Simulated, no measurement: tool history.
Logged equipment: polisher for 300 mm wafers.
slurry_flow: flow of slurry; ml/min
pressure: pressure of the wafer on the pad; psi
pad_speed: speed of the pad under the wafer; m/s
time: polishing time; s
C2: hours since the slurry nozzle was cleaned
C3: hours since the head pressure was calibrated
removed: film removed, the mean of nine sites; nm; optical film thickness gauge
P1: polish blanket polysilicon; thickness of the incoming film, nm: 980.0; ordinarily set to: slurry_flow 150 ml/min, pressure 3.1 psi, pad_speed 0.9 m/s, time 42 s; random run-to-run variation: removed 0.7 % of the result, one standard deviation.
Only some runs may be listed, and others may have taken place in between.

{"run": 1, "hour": 5.2, "slurry_flow": 150, "pressure": 3.1, "pad_speed": 0.9, "time": 42, "wafers polished on this pad": 462, "C2": 224.5, "C3": 271.7, "removed": 398.41}
{"run": 2, "hour": 15.6, "slurry_flow": 220, "pressure": 3.1, "pad_speed": 0.9, "time": 42, "wafers polished on this pad": 622, "C2": 234.9, "C3": 282.1, "removed": 416.3}
{"run": 3, "hour": 22.7, "slurry_flow": 150, "pressure": 4.7, "pad_speed": 0.9, "time": 42, "wafers polished on this pad": 731, "C2": 242, "C3": 289.2, "removed": 607.19}
{"run": 4, "hour": 31.4, "slurry_flow": 150, "pressure": 3.1, "pad_speed": 0.9, "time": 42, "wafers polished on this pad": 865, "C2": 250.7, "C3": 297.9, "removed": 397.15}
{"run": 5, "hour": 40.6, "slurry_flow": 150, "pressure": 4.8, "pad_speed": 0.9, "time": 22, "wafers polished on this pad": 1007, "C2": 259.9, "C3": 307.1, "removed": 321.86}
{"run": 6, "hour": 50.2, "slurry_flow": 150, "pressure": 3.1, "pad_speed": 0.9, "time": 42, "wafers polished on this pad": 1155, "C2": 269.5, "C3": 316.7, "removed": 394.01}
{"run": 7, "hour": 57.0, "slurry_flow": 150, "pressure": 3.1, "pad_speed": 1.2, "time": 42, "wafers polished on this pad": 1260, "C2": 276.3, "C3": 323.5, "removed": 523.41}
{"hour": 58.3, "done": "slurry nozzle cleaned"}
{"run": 8, "hour": 67.6, "slurry_flow": 150, "pressure": 3.1, "pad_speed": 0.9, "time": 19, "wafers polished on this pad": 1423, "C2": 9.4, "C3": 334.1, "removed": 179.14}
{"run": 9, "hour": 77.2, "slurry_flow": 95, "pressure": 3.1, "pad_speed": 0.9, "time": 42, "wafers polished on this pad": 1571, "C2": 19, "C3": 343.7, "removed": 359.41}
{"run": 10, "hour": 85.7, "slurry_flow": 150, "pressure": 3.1, "pad_speed": 0.42, "time": 42, "wafers polished on this pad": 1702, "C2": 27.5, "C3": 352.2, "removed": 182.44}
{"run": 11, "hour": 93.8, "slurry_flow": 150, "pressure": 1.7, "pad_speed": 0.9, "time": 42, "wafers polished on this pad": 1827, "C2": 35.6, "C3": 360.3, "removed": 216.85}
{"run": 12, "hour": 101.1, "slurry_flow": 150, "pressure": 3.1, "pad_speed": 0.9, "time": 42, "wafers polished on this pad": 1939, "C2": 42.9, "C3": 367.6, "removed": 397.88}
{"run": 13, "hour": 107.3, "slurry_flow": 150, "pressure": 3.1, "pad_speed": 0.9, "time": 62, "wafers polished on this pad": 2035, "C2": 49.1, "C3": 373.8, "removed": 581.08}
{"run": 14, "hour": 113.0, "slurry_flow": 150, "pressure": 3.1, "pad_speed": 0.9, "time": 42, "wafers polished on this pad": 2123, "C2": 54.8, "C3": 379.5, "removed": 395.59}
{"run": 15, "hour": 122.8, "slurry_flow": 150, "pressure": 3.1, "pad_speed": 0.9, "time": 42, "wafers polished on this pad": 2274, "C2": 64.6, "C3": 389.3, "removed": 384.86}
{"run": 16, "hour": 127.5, "slurry_flow": 150, "pressure": 3.1, "pad_speed": 0.9, "time": 42, "wafers polished on this pad": 2346, "C2": 69.3, "C3": 394, "removed": 380.56}
{"run": 17, "hour": 135.0, "slurry_flow": 150, "pressure": 3.1, "pad_speed": 0.9, "time": 42, "wafers polished on this pad": 2462, "C2": 76.8, "C3": 401.5, "removed": 376.99}
{"run": 18, "hour": 139.7, "slurry_flow": 150, "pressure": 3.1, "pad_speed": 0.9, "time": 42, "wafers polished on this pad": 2534, "C2": 81.5, "C3": 406.2, "removed": 372.43}
{"hour": 144.3, "done": "worn pad replaced by a new one"}
{"run": 19, "hour": 148.3, "slurry_flow": 150, "pressure": 3.1, "pad_speed": 0.9, "time": 42, "wafers polished on this pad": 63, "C2": 90.1, "C3": 414.8, "removed": 373.09}
{"run": 20, "hour": 156.3, "slurry_flow": 150, "pressure": 3.1, "pad_speed": 0.9, "time": 42, "wafers polished on this pad": 186, "C2": 98.1, "C3": 422.8, "removed": 373.33}
{"run": 21, "hour": 162.7, "slurry_flow": 150, "pressure": 3.1, "pad_speed": 0.9, "time": 42, "wafers polished on this pad": 285, "C2": 104.5, "C3": 429.2, "removed": 369.11}

What P1 gives has crept away from where it was. These 2 causes fit the log equally well, each at the size given:
A: slurry flow missing at the pad, % = 27.9
B: head's pressure below its setpoint, % = 6.31
The creep began at about hour 113.
Ruled out, with reasons:
removal rate lost through wear of the pad, %: serviced at hour 144.3, after the change had begun; the process did not return to its earlier output

Which of the 4 check runs listed below, each an average over 5 wafers with its results shown as question marks, gives clearly different results under the different listed causes?
{"run": "check 1", "hour": 169.1, "slurry_flow": 100, "pressure": 3.1, "pad_speed": 0.9, "time": 42, "removed": "?"}
{"run": "check 2", "hour": 169.1, "slurry_flow": 150, "pressure": 3.1, "pad_speed": 0.42, "time": 19, "removed": "?"}
{"run": "check 3", "hour": 169.1, "slurry_flow": 150, "pressure": 4.5, "pad_speed": 0.44, "time": 42, "removed": "?"}
{"run": "check 4", "hour": 169.1, "slurry_flow": 150, "pressure": 4.3, "pad_speed": 0.9, "time": 42, "removed": "?"}

What every check run would give for each of its results, assuming each possible cause in turn:
check=check_1 result=removed if_A=331.58 if_B=341.09
check=check_2 result=removed if_A=78.308 if_B=78.314
check=check_3 result=removed if_A=263.24 if_B=263.26
check=check_4 result=removed if_A=514.52 if_B=514.56
Distance between the nearest two causes, measured in the result of the check that separates them most: check 1 2.83 %; check 2 0.01 %; check 3 0.01 %; check 4 0.01 %
Of the check runs offered, only check 1 discriminates between the causes; the rest would read about the same regardless of which cause applies.

Here is what check 1 returned: removed 341.42 nm. Which cause is it?

Of the candidate causes, it is B: head's pressure below its setpoint, %.
